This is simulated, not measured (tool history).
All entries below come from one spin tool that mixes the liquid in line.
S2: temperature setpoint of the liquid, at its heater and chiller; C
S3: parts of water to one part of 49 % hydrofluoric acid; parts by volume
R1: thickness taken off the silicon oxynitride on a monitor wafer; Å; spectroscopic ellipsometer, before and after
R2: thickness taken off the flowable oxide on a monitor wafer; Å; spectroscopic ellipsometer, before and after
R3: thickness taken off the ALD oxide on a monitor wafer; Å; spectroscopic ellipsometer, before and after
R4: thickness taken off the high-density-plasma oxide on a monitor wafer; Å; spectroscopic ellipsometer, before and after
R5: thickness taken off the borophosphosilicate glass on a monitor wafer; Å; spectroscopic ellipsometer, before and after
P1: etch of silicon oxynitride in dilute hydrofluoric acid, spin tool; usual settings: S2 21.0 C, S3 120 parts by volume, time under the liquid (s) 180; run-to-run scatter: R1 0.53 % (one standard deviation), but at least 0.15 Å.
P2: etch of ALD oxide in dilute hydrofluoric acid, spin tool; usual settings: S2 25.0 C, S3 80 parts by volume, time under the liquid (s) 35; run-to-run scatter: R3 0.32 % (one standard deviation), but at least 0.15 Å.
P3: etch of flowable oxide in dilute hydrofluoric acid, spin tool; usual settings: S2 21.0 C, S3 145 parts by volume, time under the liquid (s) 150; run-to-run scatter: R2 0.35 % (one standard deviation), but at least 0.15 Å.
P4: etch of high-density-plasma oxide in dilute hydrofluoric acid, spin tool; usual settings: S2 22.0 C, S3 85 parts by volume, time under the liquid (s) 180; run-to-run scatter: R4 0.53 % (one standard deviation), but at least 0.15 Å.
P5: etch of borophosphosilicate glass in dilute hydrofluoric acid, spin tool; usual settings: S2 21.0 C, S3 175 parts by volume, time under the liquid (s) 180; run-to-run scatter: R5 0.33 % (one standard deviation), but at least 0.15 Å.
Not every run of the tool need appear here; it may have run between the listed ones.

{"run": 1, "day": 0.3, "process that ran": "P1", "S2": 21.0, "S3": 120, "time under the liquid (s)": 180, "R1": 51.176}
{"run": 2, "day": 0.729, "process that ran": "P3", "S2": 21.0, "S3": 145, "time under the liquid (s)": 150, "R2": 237.09}
{"run": 3, "day": 1.225, "process that ran": "P1", "S2": 21.0, "S3": 120, "time under the liquid (s)": 70, "R1": 20.023}
{"run": 4, "day": 1.667, "process that ran": "P2", "S2": 25.0, "S3": 80, "time under the liquid (s)": 15, "R3": 64.254}
{"run": 5, "day": 2.179, "process that ran": "P1", "S2": 17.0, "S3": 120, "time under the liquid (s)": 180, "R1": 41.554}
{"run": 6, "day": 2.583, "process that ran": "P2", "S2": 25.0, "S3": 20, "time under the liquid (s)": 35, "R3": 649.16}
{"run": 7, "day": 2.888, "process that ran": "P1", "S2": 27.0, "S3": 120, "time under the liquid (s)": 180, "R1": 67.241}
{"run": 8, "day": 3.421, "process that ran": "P1", "S2": 21.0, "S3": 120, "time under the liquid (s)": 180, "R1": 50.758}
{"run": 9, "day": 3.938, "process that ran": "P3", "S2": 28.0, "S3": 145, "time under the liquid (s)": 150, "R2": 312.7}
{"run": 10, "day": 4.462, "process that ran": "P4", "S2": 22.0, "S3": 85, "time under the liquid (s)": 30, "R4": 16.819}
{"run": 11, "day": 4.767, "process that ran": "P4", "S2": 22.0, "S3": 25, "time under the liquid (s)": 180, "R4": 369.99}
{"run": 12, "day": 5.208, "process that ran": "P1", "S2": 21.0, "S3": 180, "time under the liquid (s)": 180, "R1": 32.04}
{"run": 13, "day": 5.717, "process that ran": "P4", "S2": 22.0, "S3": 85, "time under the liquid (s)": 180, "R4": 100.96}
{"run": 14, "day": 6.217, "process that ran": "P2", "S2": 31.0, "S3": 80, "time under the liquid (s)": 35, "R3": 189.69}
{"run": 15, "day": 6.758, "process that ran": "P3", "S2": 21.0, "S3": 145, "time under the liquid (s)": 260, "R2": 413.94}
{"run": 16, "day": 7.221, "process that ran": "P1", "S2": 21.0, "S3": 120, "time under the liquid (s)": 180, "R1": 51.171}
{"run": 17, "day": 7.546, "process that ran": "P1", "S2": 21.0, "S3": 120, "time under the liquid (s)": 180, "R1": 50.164}
{"run": 18, "day": 7.992, "process that ran": "P3", "S2": 21.0, "S3": 30, "time under the liquid (s)": 150, "R2": 1322.7}
{"run": 19, "day": 8.338, "process that ran": "P4", "S2": 25.5, "S3": 85, "time under the liquid (s)": 180, "R4": 116.23}
{"run": 20, "day": 8.612, "process that ran": "P1", "S2": 21.0, "S3": 180, "time under the liquid (s)": 80, "R1": 14.451}
{"run": 21, "day": 9.062, "process that ran": "P5", "S2": 21.0, "S3": 175, "time under the liquid (s)": 180, "R5": 417.1}
{"run": 22, "day": 9.642, "process that ran": "P2", "S2": 25.0, "S3": 80, "time under the liquid (s)": 35, "R3": 149.69}
{"run": 23, "day": 10.279, "process that ran": "P1", "S2": 21.0, "S3": 120, "time under the liquid (s)": 330, "R1": 93.849}
{"run": 24, "day": 10.592, "process that ran": "P1", "S2": 21.0, "S3": 50, "time under the liquid (s)": 180, "R1": 127.98}
{"run": 25, "day": 11.004, "process that ran": "P1", "S2": 21.0, "S3": 120, "time under the liquid (s)": 180, "R1": 50.932}
{"run": 26, "day": 11.379, "process that ran": "P5", "S2": 21.0, "S3": 315, "time under the liquid (s)": 180, "R5": 203.49}
{"run": 27, "day": 11.792, "process that ran": "P1", "S2": 21.0, "S3": 120, "time under the liquid (s)": 180, "R1": 50.265}
{"run": 28, "day": 12.125, "process that ran": "P5", "S2": 17.0, "S3": 175, "time under the liquid (s)": 180, "R5": 356.44}
{"run": 29, "day": 12.604, "process that ran": "P5", "S2": 21.0, "S3": 175, "time under the liquid (s)": 280, "R5": 650.43}
{"run": 30, "day": 13.225, "process that ran": "P3", "S2": 21.0, "S3": 145, "time under the liquid (s)": 150, "R2": 239.36}
{"run": 31, "day": 13.529, "process that ran": "P1", "S2": 21.0, "S3": 120, "time under the liquid (s)": 180, "R1": 50.982}
{"run": 32, "day": 13.808, "process that ran": "P1", "S2": 21.0, "S3": 120, "time under the liquid (s)": 180, "R1": 52.061}
{"run": 33, "day": 14.221, "process that ran": "P1", "S2": 21.0, "S3": 120, "time under the liquid (s)": 180, "R1": 53.288}
{"run": 34, "day": 14.562, "process that ran": "P1", "S2": 21.0, "S3": 120, "time under the liquid (s)": 180, "R1": 54.501}
{"run": 35, "day": 15.0, "process that ran": "P1", "S2": 21.0, "S3": 120, "time under the liquid (s)": 180, "R1": 54.394}
{"run": 36, "day": 15.621, "process that ran": "P1", "S2": 21.0, "S3": 120, "time under the liquid (s)": 180, "R1": 54.568}
{"run": 37, "day": 16.067, "process that ran": "P1", "S2": 21.0, "S3": 120, "time under the liquid (s)": 180, "R1": 55.687}

P1 has crept away from where it was. The log is fitted equally well by each of these 2 causes, at the sizes shown:
A: hydrofluoric acid flow above the setpoint (%) = 7.54
B: liquid hotter than its thermometer reads (K) = 1.66
Onset of the creep was near day 13.529.

The check runs listed below each take one wafer, and their results are still question marks. Under which run would the listed causes lead to clearly different results?
{"run": "check 1", "day": 16.512, "process that ran": "P5", "S2": 21.0, "S3": 285, "time under the liquid (s)": 180, "R5": "?"}
{"run": "check 2", "day": 16.512, "process that ran": "P2", "S2": 25.0, "S3": 30, "time under the liquid (s)": 20, "R3": "?"}
{"run": "check 3", "day": 16.512, "process that ran": "P3", "S2": 21.0, "S3": 50, "time under the liquid (s)": 150, "R2": "?"}
{"run": "check 4", "day": 16.512, "process that ran": "P4", "S2": 22.0, "S3": 35, "time under the liquid (s)": 30, "R4": "?"}

Expected result of each check under each candidate cause:
check=check_1 result=R5 if_A=253.08 if_B=245.21
check=check_2 result=R3 if_A=263.560 if_B=261.730
check=check_3 result=R2 if_A=834.50 if_B=828.17
check=check_4 result=R4 if_A=46.836 if_B=46.559
Minimum pairwise separation of causes per check, each pair taken at its best-separating result: check 1 3.16 %; check 2 0.7 %; check 3 0.76 %; check 4 0.59 %
Of the check runs offered, only check 1 discriminates between the causes; the rest would read about the same regardless of which cause applies.

The results of check 1 are: R5 253.69 Å. Based on these, which of the listed causes is it?

It was cause A: hydrofluoric acid flow above the setpoint (%).
